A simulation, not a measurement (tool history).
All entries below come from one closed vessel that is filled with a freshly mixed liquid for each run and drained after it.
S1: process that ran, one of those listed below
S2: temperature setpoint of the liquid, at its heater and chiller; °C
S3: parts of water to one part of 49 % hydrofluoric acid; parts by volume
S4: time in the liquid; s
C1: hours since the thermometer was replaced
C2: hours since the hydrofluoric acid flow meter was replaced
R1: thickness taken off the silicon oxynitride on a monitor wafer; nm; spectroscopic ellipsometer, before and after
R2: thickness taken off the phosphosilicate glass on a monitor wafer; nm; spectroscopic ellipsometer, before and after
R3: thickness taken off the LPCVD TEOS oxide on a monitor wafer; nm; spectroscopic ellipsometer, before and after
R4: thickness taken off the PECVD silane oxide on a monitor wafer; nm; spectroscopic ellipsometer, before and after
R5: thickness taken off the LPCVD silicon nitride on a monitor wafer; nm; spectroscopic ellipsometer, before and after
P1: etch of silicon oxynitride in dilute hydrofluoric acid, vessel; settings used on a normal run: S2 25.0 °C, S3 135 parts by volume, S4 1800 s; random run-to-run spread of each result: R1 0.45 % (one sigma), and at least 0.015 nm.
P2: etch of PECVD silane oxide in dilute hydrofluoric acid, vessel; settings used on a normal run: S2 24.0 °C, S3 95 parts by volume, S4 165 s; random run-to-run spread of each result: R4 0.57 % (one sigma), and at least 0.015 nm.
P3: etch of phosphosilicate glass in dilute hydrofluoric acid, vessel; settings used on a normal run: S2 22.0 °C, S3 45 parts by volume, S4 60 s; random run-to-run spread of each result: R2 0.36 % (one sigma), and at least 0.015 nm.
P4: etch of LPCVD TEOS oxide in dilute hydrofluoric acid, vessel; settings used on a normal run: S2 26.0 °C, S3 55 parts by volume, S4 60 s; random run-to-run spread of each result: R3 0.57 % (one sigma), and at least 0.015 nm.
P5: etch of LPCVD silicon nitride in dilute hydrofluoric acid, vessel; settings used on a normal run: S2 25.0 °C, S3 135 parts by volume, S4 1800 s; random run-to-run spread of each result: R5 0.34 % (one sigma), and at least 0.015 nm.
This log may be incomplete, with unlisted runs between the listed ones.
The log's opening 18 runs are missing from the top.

-- hour=81.7 hydrofluoric acid flow meter replaced
run 19 hour=81.7 | S1=P1 S2=25.0 S3=215 S4=1800 | C1=1213.8 C2=0.1 | R1=20.202
run 20 hour=84.4 | S1=P1 S2=29.0 S3=135 S4=520 | C1=1216.5 C2=2.8 | R1=11.789
run 21 hour=88.4 | S1=P1 S2=21.5 S3=185 S4=1800 | C1=1220.5 C2=6.8 | R1=20.395
run 22 hour=92.7 | S1=P3 S2=22.0 S3=20 S4=60 | C1=1224.8 C2=11.1 | R2=496.79
run 23 hour=97.1 | S1=P5 S2=25.0 S3=65 S4=1800 | C1=1229.2 C2=15.5 | R5=15.6460
run 24 hour=102.7 | S1=P1 S2=25.0 S3=135 S4=1800 | C1=1234.8 C2=21.1 | R1=33.963
run 25 hour=105.2 | S1=P1 S2=25.0 S3=55 S4=3425 | C1=1237.3 C2=23.6 | R1=169.050
run 26 hour=108.3 | S1=P3 S2=22.0 S3=45 S4=120 | C1=1240.4 C2=26.7 | R2=427.43
run 27 hour=113.7 | S1=P5 S2=25.0 S3=135 S4=1800 | C1=1245.8 C2=32.1 | R5=7.6198
run 28 hour=117.3 | S1=P3 S2=17.0 S3=45 S4=60 | C1=1249.4 C2=35.7 | R2=172.38
run 29 hour=120.2 | S1=P1 S2=25.0 S3=135 S4=890 | C1=1252.3 C2=38.6 | R1=16.808
run 30 hour=123.9 | S1=P5 S2=25.0 S3=135 S4=1800 | C1=1256.0 C2=42.3 | R5=7.6352
run 31 hour=127.4 | S1=P5 S2=25.0 S3=135 S4=3610 | C1=1259.5 C2=45.8 | R5=15.1780
run 32 hour=131.3 | S1=P1 S2=19.0 S3=135 S4=1800 | C1=1263.4 C2=49.7 | R1=25.839
run 33 hour=136.1 | S1=P1 S2=25.0 S3=135 S4=1800 | C1=1268.2 C2=54.5 | R1=34.305
run 34 hour=139.8 | S1=P1 S2=25.0 S3=135 S4=1800 | C1=1271.9 C2=58.2 | R1=33.222
run 35 hour=145.1 | S1=P1 S2=25.0 S3=135 S4=1800 | C1=1277.2 C2=63.5 | R1=31.982

Run 36, settings as shown, results not yet in. Your forecast:
run 36 hour=150.6 | S1=P1 S2=25.0 S3=135 S4=1800 | C1=1282.7 C2=69.0 | R1=?

{"run 36": {"R1": 31.403}}

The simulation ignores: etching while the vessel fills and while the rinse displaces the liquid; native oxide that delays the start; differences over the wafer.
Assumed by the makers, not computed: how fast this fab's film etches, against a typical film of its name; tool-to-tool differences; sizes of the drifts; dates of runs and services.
